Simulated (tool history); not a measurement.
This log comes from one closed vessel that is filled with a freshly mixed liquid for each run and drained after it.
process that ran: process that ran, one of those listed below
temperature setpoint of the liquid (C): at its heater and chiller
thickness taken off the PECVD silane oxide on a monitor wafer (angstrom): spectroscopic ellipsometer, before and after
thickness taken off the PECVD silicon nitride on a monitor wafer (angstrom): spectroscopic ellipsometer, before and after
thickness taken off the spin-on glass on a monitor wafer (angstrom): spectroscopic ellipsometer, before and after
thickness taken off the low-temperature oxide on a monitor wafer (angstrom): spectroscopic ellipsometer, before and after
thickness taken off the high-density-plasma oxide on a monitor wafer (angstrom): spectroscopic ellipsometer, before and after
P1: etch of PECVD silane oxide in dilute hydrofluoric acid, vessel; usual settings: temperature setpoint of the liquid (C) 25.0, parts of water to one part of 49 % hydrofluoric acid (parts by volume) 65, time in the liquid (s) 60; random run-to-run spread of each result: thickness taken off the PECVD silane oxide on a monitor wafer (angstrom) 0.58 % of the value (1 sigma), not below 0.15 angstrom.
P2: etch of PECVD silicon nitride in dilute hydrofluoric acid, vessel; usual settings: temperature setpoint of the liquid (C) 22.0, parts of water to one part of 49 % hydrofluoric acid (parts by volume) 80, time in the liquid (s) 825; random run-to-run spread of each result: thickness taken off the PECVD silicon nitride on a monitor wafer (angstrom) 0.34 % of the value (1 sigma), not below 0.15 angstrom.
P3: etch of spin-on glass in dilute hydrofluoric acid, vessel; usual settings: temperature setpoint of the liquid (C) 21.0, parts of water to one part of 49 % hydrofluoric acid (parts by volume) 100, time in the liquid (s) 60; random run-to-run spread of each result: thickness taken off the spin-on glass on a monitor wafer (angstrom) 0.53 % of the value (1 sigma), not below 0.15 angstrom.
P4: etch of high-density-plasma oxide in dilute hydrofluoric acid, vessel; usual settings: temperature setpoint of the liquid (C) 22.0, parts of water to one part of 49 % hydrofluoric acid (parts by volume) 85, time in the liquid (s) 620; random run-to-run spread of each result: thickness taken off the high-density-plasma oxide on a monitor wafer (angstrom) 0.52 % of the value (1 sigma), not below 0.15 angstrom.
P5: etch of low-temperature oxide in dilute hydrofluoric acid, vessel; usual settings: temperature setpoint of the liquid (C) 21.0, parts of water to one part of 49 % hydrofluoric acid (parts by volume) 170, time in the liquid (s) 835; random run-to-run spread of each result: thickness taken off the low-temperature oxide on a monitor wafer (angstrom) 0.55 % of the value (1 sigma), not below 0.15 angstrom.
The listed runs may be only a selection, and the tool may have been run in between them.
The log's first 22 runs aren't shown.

| run | hour | process that ran | temperature setpoint of the liquid (C) | parts of water to one part of 49 % hydrofluoric acid (parts by volume) | time in the liquid (s) | thickness taken off the PECVD silane oxide on a monitor wafer (angstrom) | thickness taken off the PECVD silicon nitride on a monitor wafer (angstrom) | thickness taken off the spin-on glass on a monitor wafer (angstrom) | thickness taken off the low-temperature oxide on a monitor wafer (angstrom) | thickness taken off the high-density-plasma oxide on a monitor wafer (angstrom) |
|---|---|---|---|---|---|---|---|---|---|---|
| 23 | 173.1 | P1 | 29.0 | 65 | 30 | 127.190 |  |  |  |  |
| 24 | 177.7 | P2 | 27.0 | 80 | 825 |  | 564.01 |  |  |  |
| 25 | 185.6 | P5 | 21.0 | 170 | 1535 |  |  |  | 789.29 |  |
| 26 | 195.1 | P4 | 22.0 | 85 | 130 |  |  |  |  | 87.848 |
| 27 | 201.6 | P1 | 25.0 | 110 | 35 | 70.927 |  |  |  |  |
| 28 | 210.0 | P3 | 21.0 | 100 | 60 |  |  | 329.79 |  |  |
| 29 | 216.5 | P5 | 28.5 | 170 | 835 |  |  |  | 571.06 |  |
| 30 | 225.7 | P1 | 25.0 | 35 | 60 | 420.320 |  |  |  |  |
| 31 | 233.9 | P1 | 25.0 | 65 | 60 | 215.210 |  |  |  |  |
| 32 | 240.4 | P3 | 27.0 | 100 | 60 |  |  | 420.23 |  |  |
| 33 | 245.2 | P4 | 17.0 | 85 | 620 |  |  |  |  | 339.860 |
| 34 | 253.4 | P1 | 25.0 | 65 | 60 | 215.260 |  |  |  |  |
| 35 | 263.2 | P1 | 25.0 | 65 | 60 | 208.770 |  |  |  |  |
| 36 | 270.4 | P1 | 25.0 | 65 | 60 | 201.410 |  |  |  |  |
| 37 | 280.3 | P1 | 25.0 | 65 | 60 | 200.920 |  |  |  |  |
| 38 | 290.8 | P1 | 25.0 | 65 | 60 | 199.480 |  |  |  |  |
| 39 | 295.9 | P1 | 25.0 | 65 | 60 | 199.280 |  |  |  |  |
| 40 | 304.7 | P1 | 25.0 | 65 | 60 | 197.860 |  |  |  |  |
| 41 | 311.2 | P1 | 25.0 | 65 | 60 | 197.100 |  |  |  |  |

Forecast run 42:
| 42 | 318.8 | P1 | 25.0 | 65 | 60 | ? |  |  |  |  |

thickness taken off the PECVD silane oxide on a monitor wafer (angstrom): 198.510

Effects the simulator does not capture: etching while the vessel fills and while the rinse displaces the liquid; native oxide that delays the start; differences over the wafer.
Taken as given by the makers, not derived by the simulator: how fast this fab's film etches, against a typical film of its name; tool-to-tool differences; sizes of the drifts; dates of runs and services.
